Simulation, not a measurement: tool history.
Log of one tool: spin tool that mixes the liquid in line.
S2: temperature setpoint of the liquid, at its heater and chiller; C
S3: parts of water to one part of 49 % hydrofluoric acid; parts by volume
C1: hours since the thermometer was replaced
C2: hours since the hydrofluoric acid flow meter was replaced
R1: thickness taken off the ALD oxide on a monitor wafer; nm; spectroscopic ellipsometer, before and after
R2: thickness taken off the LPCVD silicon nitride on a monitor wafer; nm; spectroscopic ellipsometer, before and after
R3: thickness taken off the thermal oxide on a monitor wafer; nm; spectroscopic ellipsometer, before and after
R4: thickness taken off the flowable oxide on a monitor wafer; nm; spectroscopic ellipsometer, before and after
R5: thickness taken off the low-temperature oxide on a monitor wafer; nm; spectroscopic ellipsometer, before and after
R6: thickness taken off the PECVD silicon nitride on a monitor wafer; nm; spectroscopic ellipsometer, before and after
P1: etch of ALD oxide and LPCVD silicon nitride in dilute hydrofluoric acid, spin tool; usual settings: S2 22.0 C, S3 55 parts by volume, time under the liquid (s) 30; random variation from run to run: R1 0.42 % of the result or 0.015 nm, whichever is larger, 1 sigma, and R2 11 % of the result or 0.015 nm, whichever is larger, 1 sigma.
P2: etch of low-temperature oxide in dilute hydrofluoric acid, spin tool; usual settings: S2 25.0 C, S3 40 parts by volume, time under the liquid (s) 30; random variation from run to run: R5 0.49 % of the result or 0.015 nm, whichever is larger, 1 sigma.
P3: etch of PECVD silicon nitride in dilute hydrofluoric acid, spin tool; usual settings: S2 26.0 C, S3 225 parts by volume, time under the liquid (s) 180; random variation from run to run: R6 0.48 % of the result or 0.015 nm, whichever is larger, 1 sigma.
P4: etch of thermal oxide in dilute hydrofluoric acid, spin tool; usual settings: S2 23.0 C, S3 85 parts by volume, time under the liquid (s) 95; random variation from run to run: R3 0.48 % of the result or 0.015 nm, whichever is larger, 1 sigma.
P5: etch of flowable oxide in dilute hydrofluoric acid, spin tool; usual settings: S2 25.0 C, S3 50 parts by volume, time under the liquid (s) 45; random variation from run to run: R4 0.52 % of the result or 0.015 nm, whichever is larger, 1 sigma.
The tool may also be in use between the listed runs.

Run 1, hour 5.1: process that ran P1, S2 22.0 C, S3 55 parts by volume, time under the liquid (s) 30; C1 938.9; C2 1076.3. Result: R1 17.4710 nm, R2 0.248230 nm.
Run 2, hour 8.7: process that ran P1, S2 22.0 C, S3 55 parts by volume, time under the liquid (s) 30; C1 942.5; C2 1079.9. Result: R1 17.5610 nm, R2 0.224660 nm.
Run 3, hour 13.8: process that ran P1, S2 29.5 C, S3 55 parts by volume, time under the liquid (s) 45; C1 947.6; C2 1085.0. Result: R1 35.3920 nm, R2 0.628220 nm.
Run 4, hour 17.4: process that ran P4, S2 23.0 C, S3 85 parts by volume, time under the liquid (s) 95; C1 951.2; C2 1088.6. Result: R3 5.29260 nm.
Run 5, hour 21.8: process that ran P1, S2 22.0 C, S3 100 parts by volume, time under the liquid (s) 30; C1 955.6; C2 1093.0. Result: R1 9.1660 nm, R2 0.090601 nm.
Run 6, hour 25.9: process that ran P1, S2 26.5 C, S3 55 parts by volume, time under the liquid (s) 30; C1 959.7; C2 1097.1. Result: R1 20.9650 nm, R2 0.317320 nm.
Run 7, hour 30.8: process that ran P5, S2 25.0 C, S3 75 parts by volume, time under the liquid (s) 45; C1 964.6; C2 1102.0. Result: R4 25.356 nm.
Run 8, hour 35.5: process that ran P5, S2 25.0 C, S3 50 parts by volume, time under the liquid (s) 45; C1 969.3; C2 1106.7. Result: R4 38.915 nm.
Run 9, hour 40.5: process that ran P2, S2 25.0 C, S3 40 parts by volume, time under the liquid (s) 15; C1 974.3; C2 1111.7. Result: R5 7.7794 nm.
Run 10, hour 43.0: process that ran P5, S2 25.0 C, S3 50 parts by volume, time under the liquid (s) 45; C1 976.8; C2 1114.2. Result: R4 38.760 nm.
Run 11, hour 45.4: process that ran P3, S2 26.0 C, S3 225 parts by volume, time under the liquid (s) 180; C1 979.2; C2 1116.6. Result: R6 4.8574 nm.
Run 12, hour 49.0: process that ran P2, S2 17.5 C, S3 40 parts by volume, time under the liquid (s) 30; C1 982.8; C2 1120.2. Result: R5 11.2830 nm.
Run 13, hour 51.7: process that ran P4, S2 17.0 C, S3 85 parts by volume, time under the liquid (s) 95; C1 985.5; C2 1122.9. Result: R3 4.02370 nm.
Run 14, hour 55.6: process that ran P2, S2 25.0 C, S3 40 parts by volume, time under the liquid (s) 30; C1 989.4; C2 1126.8. Result: R5 15.4920 nm.
Run 15, hour 60.0: process that ran P4, S2 23.0 C, S3 85 parts by volume, time under the liquid (s) 95; C1 993.8; C2 1131.2. Result: R3 5.20200 nm.
Run 16, hour 64.3: process that ran P1, S2 22.0 C, S3 25 parts by volume, time under the liquid (s) 30; C1 998.1; C2 1135.5. Result: R1 39.6630 nm, R2 0.481710 nm.
Run 17, hour 68.8: process that ran P1, S2 22.0 C, S3 55 parts by volume, time under the liquid (s) 30; C1 1002.6; C2 1140.0. Result: R1 17.4860 nm, R2 0.169770 nm.
Run 18, hour 71.6: process that ran P1, S2 22.0 C, S3 55 parts by volume, time under the liquid (s) 30; C1 1005.4; C2 1142.8. Result: R1 17.4660 nm, R2 0.248760 nm.
Run 19, hour 75.7: process that ran P1, S2 22.0 C, S3 55 parts by volume, time under the liquid (s) 15; C1 1009.5; C2 1146.9. Result: R1 8.6971 nm, R2 0.137540 nm.
Run 20, hour 78.9: process that ran P1, S2 22.0 C, S3 55 parts by volume, time under the liquid (s) 55; C1 1012.7; C2 1150.1. Result: R1 32.0200 nm, R2 0.513230 nm.
Run 21, hour 81.2: process that ran P3, S2 26.0 C, S3 225 parts by volume, time under the liquid (s) 280; C1 1015.0; C2 1152.4. Result: R6 7.5093 nm.
Run 22, hour 83.6: process that ran P1, S2 22.0 C, S3 55 parts by volume, time under the liquid (s) 30; C1 1017.4; C2 1154.8. Result: R1 17.4840 nm, R2 0.281900 nm.
Run 23, hour 87.1: process that ran P2, S2 25.0 C, S3 55 parts by volume, time under the liquid (s) 30; C1 1020.9; C2 1158.3. Result: R5 11.0050 nm.
Run 24, hour 91.5: process that ran P5, S2 20.5 C, S3 50 parts by volume, time under the liquid (s) 45; C1 1025.3; C2 1162.7. Result: R4 32.288 nm.
Run 25, hour 96.6: process that ran P3, S2 33.5 C, S3 225 parts by volume, time under the liquid (s) 180; C1 1030.4; C2 1167.8. Result: R6 7.5289 nm.
Run 26, hour 99.4: process that ran P4, S2 23.0 C, S3 85 parts by volume, time under the liquid (s) 15; C1 1033.2; C2 1170.6. Result: R3 0.83389 nm.
Run 27, hour 103.7: process that ran P5, S2 25.0 C, S3 50 parts by volume, time under the liquid (s) 15; C1 1037.5; C2 1174.9. Result: R4 12.853 nm.
Run 28, hour 108.7: process that ran P4, S2 23.0 C, S3 50 parts by volume, time under the liquid (s) 95; C1 1042.5; C2 1179.9. Result: R3 9.24940 nm.
Run 29, hour 111.3: process that ran P1, S2 17.0 C, S3 55 parts by volume, time under the liquid (s) 30; C1 1045.1; C2 1182.5. Result: R1 14.1220 nm, R2 0.175670 nm.
Run 30, hour 114.7: process that ran P3, S2 26.0 C, S3 105 parts by volume, time under the liquid (s) 180; C1 1048.5; C2 1185.9. Result: R6 10.2410 nm.
Run 31, hour 117.4: process that ran P1, S2 22.0 C, S3 55 parts by volume, time under the liquid (s) 30; C1 1051.2; C2 1188.6. Result: R1 17.6000 nm, R2 0.216690 nm.
Run 32, hour 121.4: process that ran P1, S2 22.0 C, S3 55 parts by volume, time under the liquid (s) 30; C1 1055.2; C2 1192.6. Result: R1 17.9890 nm, R2 0.259950 nm.
Run 33, hour 124.5: process that ran P1, S2 22.0 C, S3 55 parts by volume, time under the liquid (s) 30; C1 1058.3; C2 1195.7. Result: R1 18.2770 nm, R2 0.232380 nm.
Run 34, hour 129.6: process that ran P1, S2 22.0 C, S3 55 parts by volume, time under the liquid (s) 30; C1 1063.4; C2 1200.8. Result: R1 18.4560 nm, R2 0.243160 nm.
Run 35, hour 134.1: process that ran P1, S2 22.0 C, S3 55 parts by volume, time under the liquid (s) 30; C1 1067.9; C2 1205.3. Result: R1 18.5380 nm, R2 0.251300 nm.
Run 36, hour 136.9: process that ran P1, S2 22.0 C, S3 55 parts by volume, time under the liquid (s) 30; C1 1070.7; C2 1208.1. Result: R1 18.6270 nm, R2 0.250370 nm.
Run 37, hour 140.3: process that ran P1, S2 22.0 C, S3 55 parts by volume, time under the liquid (s) 30; C1 1074.1; C2 1211.5. Result: R1 18.6430 nm, R2 0.274880 nm.
Run 38, hour 145.2: process that ran P1, S2 22.0 C, S3 55 parts by volume, time under the liquid (s) 30; C1 1079.0; C2 1216.4. Result: R1 18.6990 nm, R2 0.267230 nm.
Run 39, hour 149.0: process that ran P1, S2 22.0 C, S3 55 parts by volume, time under the liquid (s) 30; C1 1082.8; C2 1220.2. Result: R1 18.7430 nm, R2 0.257680 nm.

What P1 gives has crept away from where it was. These 2 causes fit the log equally well, each at the size given:
A: hydrofluoric acid flow above the setpoint (%) = 6.74
B: liquid hotter than its thermometer reads (K) = 1.69
The creep began at about hour 117.4.

4 check runs are offered, each on 2 wafers whose results are averaged, their results left as question marks. Which one tells the causes apart?
Run check 1, hour 152.8: process that ran P2, S2 25.0 C, S3 40 parts by volume, time under the liquid (s) 30. Result: R5 ?.
Run check 2, hour 152.8: process that ran P3, S2 26.0 C, S3 225 parts by volume, time under the liquid (s) 180. Result: R6 ?.
Run check 3, hour 152.8: process that ran P4, S2 23.0 C, S3 85 parts by volume, time under the liquid (s) 95. Result: R3 ?.
Run check 4, hour 152.8: process that ran P5, S2 25.0 C, S3 50 parts by volume, time under the liquid (s) 45. Result: R4 ?.

What each check would give under each cause:
  check  result     if A     if B
check 1      R5  16.5290  16.5340
check 2      R6   5.1670   5.3659
check 3      R3  5.60080  5.57790
check 4      R4   41.538   41.494
How far apart the two closest causes lie, in the result that separates them most: check 1 0.03 %; check 2 3.78 %; check 3 0.41 %; check 4 0.1 %
Check 2 tells the causes apart: in the others they would give nearly the same result.

Then check 2 was run and gave: R6 5.1793 nm. Which cause is it?

It is A: hydrofluoric acid flow above the setpoint (%).

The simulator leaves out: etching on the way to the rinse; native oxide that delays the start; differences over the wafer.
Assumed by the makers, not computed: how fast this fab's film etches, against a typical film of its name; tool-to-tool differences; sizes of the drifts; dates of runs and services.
